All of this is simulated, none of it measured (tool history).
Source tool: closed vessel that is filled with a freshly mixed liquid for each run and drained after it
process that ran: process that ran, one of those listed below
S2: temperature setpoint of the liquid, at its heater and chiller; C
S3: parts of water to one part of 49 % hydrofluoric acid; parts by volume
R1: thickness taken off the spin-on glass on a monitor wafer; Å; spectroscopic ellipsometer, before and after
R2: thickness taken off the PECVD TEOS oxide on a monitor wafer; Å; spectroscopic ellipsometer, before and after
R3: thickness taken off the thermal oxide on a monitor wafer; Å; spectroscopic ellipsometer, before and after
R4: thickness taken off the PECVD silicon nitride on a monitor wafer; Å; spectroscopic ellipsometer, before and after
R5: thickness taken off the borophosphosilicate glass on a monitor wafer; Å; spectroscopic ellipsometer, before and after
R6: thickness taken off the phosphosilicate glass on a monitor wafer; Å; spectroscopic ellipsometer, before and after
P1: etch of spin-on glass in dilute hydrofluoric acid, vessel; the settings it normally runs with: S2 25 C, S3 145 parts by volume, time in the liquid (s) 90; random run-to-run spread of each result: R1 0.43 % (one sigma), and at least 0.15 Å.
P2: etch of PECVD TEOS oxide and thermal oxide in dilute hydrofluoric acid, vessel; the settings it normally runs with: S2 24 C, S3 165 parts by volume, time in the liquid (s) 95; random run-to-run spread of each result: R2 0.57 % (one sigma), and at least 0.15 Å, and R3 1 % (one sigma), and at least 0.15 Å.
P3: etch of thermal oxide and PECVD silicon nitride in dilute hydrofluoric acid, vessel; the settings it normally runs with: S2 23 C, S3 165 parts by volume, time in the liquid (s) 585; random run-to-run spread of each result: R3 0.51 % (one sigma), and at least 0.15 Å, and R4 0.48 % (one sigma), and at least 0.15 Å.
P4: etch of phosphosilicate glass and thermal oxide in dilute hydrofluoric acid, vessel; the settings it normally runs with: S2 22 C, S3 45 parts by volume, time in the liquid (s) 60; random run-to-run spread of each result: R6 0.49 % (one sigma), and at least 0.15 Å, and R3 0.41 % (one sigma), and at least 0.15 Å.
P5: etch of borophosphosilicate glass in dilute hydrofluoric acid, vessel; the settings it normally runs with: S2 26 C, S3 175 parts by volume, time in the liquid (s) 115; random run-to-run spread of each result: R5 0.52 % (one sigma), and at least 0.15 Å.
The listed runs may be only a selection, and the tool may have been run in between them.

Run 1, hour 8.8: process that ran P1, S2 25 C, S3 145 parts by volume, time in the liquid (s) 90. Result: R1 165.21 Å.
Run 2, hour 19.6: process that ran P2, S2 24 C, S3 35 parts by volume, time in the liquid (s) 95. Result: R2 251.31 Å, R3 136.01 Å.
Run 3, hour 25.8: process that ran P3, S2 28.5 C, S3 165 parts by volume, time in the liquid (s) 585. Result: R3 180.37 Å, R4 81.042 Å.
Run 4, hour 35: process that ran P5, S2 26 C, S3 175 parts by volume, time in the liquid (s) 115. Result: R5 237.41 Å.
Run 5, hour 40.7: process that ran P3, S2 23 C, S3 270 parts by volume, time in the liquid (s) 585. Result: R3 80.029 Å, R4 35.289 Å.
Run 6, hour 47: process that ran P1, S2 25 C, S3 145 parts by volume, time in the liquid (s) 90. Result: R1 164.7 Å.
Run 7, hour 54.2: process that ran P1, S2 25 C, S3 145 parts by volume, time in the liquid (s) 90. Result: R1 164.36 Å.
Run 8, hour 62.9: process that ran P1, S2 30 C, S3 225 parts by volume, time in the liquid (s) 90. Result: R1 114.65 Å.
Run 9, hour 67.6: process that ran P3, S2 23 C, S3 165 parts by volume, time in the liquid (s) 585. Result: R3 146.16 Å, R4 56.802 Å.
Run 10, hour 72.9: process that ran P5, S2 26 C, S3 320 parts by volume, time in the liquid (s) 115. Result: R5 111.08 Å.
Run 11, hour 79.5: process that ran P5, S2 26 C, S3 175 parts by volume, time in the liquid (s) 30. Result: R5 61.902 Å.
Run 12, hour 88.5: process that ran P1, S2 25 C, S3 145 parts by volume, time in the liquid (s) 30. Result: R1 54.514 Å.
Run 13, hour 97.1: process that ran P1, S2 25 C, S3 145 parts by volume, time in the liquid (s) 130. Result: R1 237.39 Å.
Run 14, hour 105.8: process that ran P4, S2 30 C, S3 45 parts by volume, time in the liquid (s) 60. Result: R3 86.399 Å, R6 1253.3 Å.
Run 15, hour 114.2: process that ran P1, S2 29.5 C, S3 145 parts by volume, time in the liquid (s) 90. Result: R1 194.7 Å.
Run 16, hour 121.2: process that ran P2, S2 31 C, S3 165 parts by volume, time in the liquid (s) 95. Result: R2 58.233 Å, R3 31.965 Å.
Run 17, hour 126.5: process that ran P1, S2 25 C, S3 145 parts by volume, time in the liquid (s) 90. Result: R1 163.09 Å.
Run 18, hour 131.2: process that ran P4, S2 22 C, S3 45 parts by volume, time in the liquid (s) 30. Result: R3 31.232 Å, R6 453 Å.
Run 19, hour 141.5: process that ran P2, S2 24 C, S3 165 parts by volume, time in the liquid (s) 30. Result: R2 14.406 Å, R3 8.0009 Å.
Run 20, hour 148.6: process that ran P1, S2 25 C, S3 145 parts by volume, time in the liquid (s) 90. Result: R1 164.79 Å.
Run 21, hour 154.9: process that ran P1, S2 21.5 C, S3 145 parts by volume, time in the liquid (s) 90. Result: R1 142.79 Å.
Run 22, hour 163.9: process that ran P4, S2 22 C, S3 20 parts by volume, time in the liquid (s) 60. Result: R3 145.75 Å, R6 2105.5 Å.
Run 23, hour 168.9: process that ran P2, S2 24 C, S3 165 parts by volume, time in the liquid (s) 95. Result: R2 45.369 Å, R3 24.993 Å.
Run 24, hour 175.1: process that ran P3, S2 23 C, S3 165 parts by volume, time in the liquid (s) 30. Result: R3 7.3988 Å, R4 3.0943 Å.

Run 25 has not been measured yet. What should we expect?
Run 25, hour 182.7: process that ran P1, S2 25 C, S3 75 parts by volume, time in the liquid (s) 90. Result: R1 ?.

Run 25 yielded R1 347.41 Å.
